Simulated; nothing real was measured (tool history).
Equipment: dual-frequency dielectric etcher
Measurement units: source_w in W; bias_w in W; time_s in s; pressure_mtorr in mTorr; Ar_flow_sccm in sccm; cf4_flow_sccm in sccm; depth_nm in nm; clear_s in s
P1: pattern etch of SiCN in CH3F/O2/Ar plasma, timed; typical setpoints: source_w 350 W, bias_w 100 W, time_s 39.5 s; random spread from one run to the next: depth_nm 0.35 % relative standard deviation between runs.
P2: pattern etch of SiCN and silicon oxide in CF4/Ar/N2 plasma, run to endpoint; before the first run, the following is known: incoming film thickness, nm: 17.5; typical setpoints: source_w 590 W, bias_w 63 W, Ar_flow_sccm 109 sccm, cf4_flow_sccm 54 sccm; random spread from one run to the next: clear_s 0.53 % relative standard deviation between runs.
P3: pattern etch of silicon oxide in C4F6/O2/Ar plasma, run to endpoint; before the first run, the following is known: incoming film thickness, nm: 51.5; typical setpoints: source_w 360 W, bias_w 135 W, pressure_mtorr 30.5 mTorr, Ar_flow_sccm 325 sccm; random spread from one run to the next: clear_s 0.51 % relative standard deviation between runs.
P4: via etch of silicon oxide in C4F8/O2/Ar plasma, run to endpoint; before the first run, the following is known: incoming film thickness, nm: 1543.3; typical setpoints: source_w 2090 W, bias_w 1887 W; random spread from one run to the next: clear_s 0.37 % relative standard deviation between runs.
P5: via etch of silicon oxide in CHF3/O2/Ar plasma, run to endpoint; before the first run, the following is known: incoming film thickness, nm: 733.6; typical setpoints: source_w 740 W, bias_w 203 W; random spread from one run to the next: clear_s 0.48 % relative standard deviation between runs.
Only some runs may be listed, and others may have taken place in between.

run,hour,process,source_w,bias_w,time_s,pressure_mtorr,Ar_flow_sccm,cf4_flow_sccm,depth_nm,clear_s
1,8.2,P1,350,100,39.5,,,,16.007,
2,13.9,P3,430,135,,30.5,325,,,17.719
3,22.1,P5,740,256,,,,,,303.35
4,28,P1,350,128,53,,,,23.614,
5,34.3,P5,740,203,,,,,,327.26
6,41.9,P1,240,100,39.5,,,,13.954,
7,46.1,P2,720,63,,,109,54,,15.088
8,54.4,P2,590,63,,,109,74,,16.923
9,58.2,P3,360,135,,30.5,220,,,18.231
10,64.8,P4,2090,1313,,,,,,343.84
11,71.3,P1,350,100,39.5,,,,16.016,
12,75.2,P2,590,63,,,67,54,,16.748
13,79.4,P1,350,137,24,,,,10.981,
14,84.3,P2,590,63,,,109,54,,17.896
15,92.1,P1,460,100,39.5,,,,17.616,
16,98.1,P1,350,100,39.5,,,,15.957,
17,106,P1,350,100,39.5,,,,16.004,
18,112.1,P1,350,135,39.5,,,,17.907,
19,116.5,P2,590,63,,,109,54,,18.149
# hour 122.2: bias power generator calibrated
20,124.1,P3,360,135,,39,325,,,19.756
21,131.2,P3,360,98,,30.5,325,,,20.978
22,136,P1,350,100,39.5,,,,16.03,
# hour 136.8: source power generator calibrated
23,143.3,P5,450,203,,,,,,397
24,148.5,P3,360,135,,30.5,325,,,19.293

The next listed run, before its measurement:
25,153.9,P1,350,100,39.5,,,,?,

depth_nm: 15.904 nm
